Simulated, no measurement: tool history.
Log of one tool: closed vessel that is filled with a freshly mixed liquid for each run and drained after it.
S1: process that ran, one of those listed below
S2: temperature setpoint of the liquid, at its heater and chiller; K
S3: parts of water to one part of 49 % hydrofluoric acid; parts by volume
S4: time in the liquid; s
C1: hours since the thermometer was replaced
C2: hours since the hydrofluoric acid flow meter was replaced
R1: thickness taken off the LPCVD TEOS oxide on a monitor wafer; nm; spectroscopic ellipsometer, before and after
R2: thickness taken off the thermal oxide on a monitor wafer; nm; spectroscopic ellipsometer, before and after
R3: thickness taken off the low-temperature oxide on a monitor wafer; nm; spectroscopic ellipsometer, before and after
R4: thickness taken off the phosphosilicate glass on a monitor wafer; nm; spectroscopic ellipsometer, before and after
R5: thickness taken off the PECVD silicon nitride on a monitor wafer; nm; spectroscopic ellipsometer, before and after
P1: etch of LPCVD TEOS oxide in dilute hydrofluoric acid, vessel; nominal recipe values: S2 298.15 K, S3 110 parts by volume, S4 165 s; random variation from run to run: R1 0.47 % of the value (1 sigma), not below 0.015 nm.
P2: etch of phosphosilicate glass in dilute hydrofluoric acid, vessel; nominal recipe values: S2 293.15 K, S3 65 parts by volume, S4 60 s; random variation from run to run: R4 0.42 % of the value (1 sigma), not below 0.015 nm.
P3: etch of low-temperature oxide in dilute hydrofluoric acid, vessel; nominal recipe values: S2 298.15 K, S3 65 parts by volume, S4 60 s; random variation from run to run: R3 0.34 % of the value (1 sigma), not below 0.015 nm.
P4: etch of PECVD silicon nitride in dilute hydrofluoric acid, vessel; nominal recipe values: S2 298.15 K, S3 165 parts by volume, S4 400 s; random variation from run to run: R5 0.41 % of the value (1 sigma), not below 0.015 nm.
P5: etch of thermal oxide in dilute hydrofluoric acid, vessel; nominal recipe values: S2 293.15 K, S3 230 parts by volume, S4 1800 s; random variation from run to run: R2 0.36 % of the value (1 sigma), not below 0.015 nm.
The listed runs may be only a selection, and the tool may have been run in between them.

run 1 hour=5.1 | S1=P1 S2=298.15 S3=110 S4=165 | C1=2070.0 C2=156.1 | R1=44.8980
run 2 hour=11.4 | S1=P5 S2=293.15 S3=230 S4=1800 | C1=2076.3 C2=162.4 | R2=27.6970
run 3 hour=16.8 | S1=P3 S2=298.15 S3=65 S4=60 | C1=2081.7 C2=167.8 | R3=14.8620
run 4 hour=21.0 | S1=P1 S2=298.15 S3=110 S4=285 | C1=2085.9 C2=172.0 | R1=77.5610
run 5 hour=26.4 | S1=P2 S2=293.15 S3=65 S4=110 | C1=2091.3 C2=177.4 | R4=275.590
run 6 hour=32.3 | S1=P1 S2=291.65 S3=110 S4=325 | C1=2097.2 C2=183.3 | R1=68.2380
run 7 hour=38.7 | S1=P1 S2=298.15 S3=185 S4=165 | C1=2103.6 C2=189.7 | R1=24.4830
run 8 hour=43.9 | S1=P2 S2=293.15 S3=65 S4=60 | C1=2108.8 C2=194.9 | R4=152.130
run 9 hour=51.1 | S1=P4 S2=298.15 S3=95 S4=400 | C1=2116.0 C2=202.1 | R5=10.2910
run 10 hour=55.4 | S1=P3 S2=298.15 S3=65 S4=90 | C1=2120.3 C2=206.4 | R3=22.3110
run 11 hour=60.1 | S1=P1 S2=298.15 S3=50 S4=165 | C1=2125.0 C2=211.1 | R1=107.4400
run 12 hour=66.2 | S1=P1 S2=298.15 S3=110 S4=165 | C1=2131.1 C2=217.2 | R1=44.9490
run 13 hour=70.8 | S1=P4 S2=290.15 S3=165 S4=400 | C1=2135.7 C2=221.8 | R5=3.5329
run 14 hour=77.0 | S1=P1 S2=298.15 S3=110 S4=165 | C1=2141.9 C2=228.0 | R1=44.6610
run 15 hour=83.2 | S1=P5 S2=293.15 S3=230 S4=230 | C1=2148.1 C2=234.2 | R2=3.5378
run 16 hour=87.2 | S1=P1 S2=298.15 S3=110 S4=165 | C1=2152.1 C2=238.2 | R1=44.6090
run 17 hour=93.7 | S1=P1 S2=302.65 S3=110 S4=165 | C1=2158.6 C2=244.7 | R1=53.4770
run 18 hour=97.4 | S1=P5 S2=293.15 S3=50 S4=1800 | C1=2162.3 C2=248.4 | R2=154.8800
run 19 hour=101.4 | S1=P5 S2=301.65 S3=230 S4=1800 | C1=2166.3 C2=252.4 | R2=37.8010
run 20 hour=105.0 | S1=P5 S2=293.15 S3=230 S4=1800 | C1=2169.9 C2=256.0 | R2=27.8230
run 21 hour=108.5 | S1=P2 S2=293.15 S3=115 S4=60 | C1=2173.4 C2=259.5 | R4=80.752
run 22 hour=114.2 | S1=P3 S2=305.15 S3=65 S4=60 | C1=2179.1 C2=265.2 | R3=19.5130
run 23 hour=120.9 | S1=P1 S2=306.15 S3=110 S4=295 | C1=2185.8 C2=271.9 | R1=108.6100
run 24 hour=127.1 | S1=P4 S2=298.15 S3=165 S4=720 | C1=2192.0 C2=278.1 | R5=10.6710
run 25 hour=132.3 | S1=P3 S2=298.15 S3=100 S4=60 | C1=2197.2 C2=283.3 | R3=9.2381
run 26 hour=137.3 | S1=P4 S2=298.15 S3=165 S4=400 | C1=2202.2 C2=288.3 | R5=5.9709
run 27 hour=142.9 | S1=P2 S2=300.15 S3=65 S4=60 | C1=2207.8 C2=293.9 | R4=199.870
run 28 hour=146.7 | S1=P1 S2=298.15 S3=110 S4=30 | C1=2211.6 C2=297.7 | R1=8.0867
run 29 hour=152.8 | S1=P1 S2=298.15 S3=110 S4=165 | C1=2217.7 C2=303.8 | R1=45.0800
run 30 hour=159.7 | S1=P1 S2=292.65 S3=110 S4=165 | C1=2224.6 C2=310.7 | R1=35.8110
run 31 hour=163.1 | S1=P1 S2=298.15 S3=110 S4=165 | C1=2228.0 C2=314.1 | R1=44.7040
run 32 hour=168.2 | S1=P1 S2=298.15 S3=110 S4=165 | C1=2233.1 C2=319.2 | R1=46.2290
run 33 hour=174.3 | S1=P1 S2=298.15 S3=110 S4=165 | C1=2239.2 C2=325.3 | R1=46.6870
run 34 hour=177.7 | S1=P1 S2=298.15 S3=110 S4=165 | C1=2242.6 C2=328.7 | R1=47.1160
run 35 hour=181.9 | S1=P1 S2=298.15 S3=110 S4=165 | C1=2246.8 C2=332.9 | R1=47.6180
run 36 hour=187.9 | S1=P1 S2=298.15 S3=110 S4=165 | C1=2252.8 C2=338.9 | R1=47.7010
run 37 hour=194.3 | S1=P1 S2=298.15 S3=110 S4=165 | C1=2259.2 C2=345.3 | R1=48.0430
run 38 hour=201.5 | S1=P1 S2=298.15 S3=110 S4=165 | C1=2266.4 C2=352.5 | R1=48.0950
run 39 hour=206.9 | S1=P1 S2=298.15 S3=110 S4=165 | C1=2271.8 C2=357.9 | R1=47.7430
run 40 hour=211.0 | S1=P1 S2=298.15 S3=110 S4=165 | C1=2275.9 C2=362.0 | R1=48.5610
run 41 hour=218.4 | S1=P1 S2=298.15 S3=110 S4=165 | C1=2283.3 C2=369.4 | R1=48.0980
run 42 hour=221.9 | S1=P1 S2=298.15 S3=110 S4=165 | C1=2286.8 C2=372.9 | R1=48.1390

The log shows P1 creeping away from where it was. Any of the 2 causes listed here, at the size stated for it, fits the log just as well as the others:
A: liquid hotter than its thermometer reads (K) = 1.9
B: hydrofluoric acid flow above the setpoint (%) = 6.7
The onset of the drift is placed at about hour 163.1.

Of the 4 check runs listed below, each run on one wafer and each result written as a question mark, which would let you distinguish the listed causes because they would give clearly different results?
run check 1 hour=225.4 | S1=P2 S2=293.15 S3=110 S4=100 | R4=?
run check 2 hour=225.4 | S1=P3 S2=301.15 S3=100 S4=60 | R3=?
run check 3 hour=225.4 | S1=P4 S2=290.15 S3=165 S4=400 | R5=?
run check 4 hour=225.4 | S1=P5 S2=300.15 S3=70 S4=1800 | R2=?

What each check would give under each cause:
check=check_1 result=R4 if_A=153.060 if_B=152.400
check=check_2 result=R3 if_A=11.1620 if_B=11.1780
check=check_3 result=R5 if_A=4.0006 if_B=3.7446
check=check_4 result=R2 if_A=154.5200 if_B=153.9900
Smallest distance between any two causes, each pair judged by its most separating result, in per cent: check 1 0.43 %; check 2 0.14 %; check 3 6.61 %; check 4 0.34 %
The causes can be told apart only by check 3. The other checks would give nearly the same results under each of them.

Here is what check 3 returned: R5 3.9924 nm. Which cause is it?

The cause is A: liquid hotter than its thermometer reads (K).
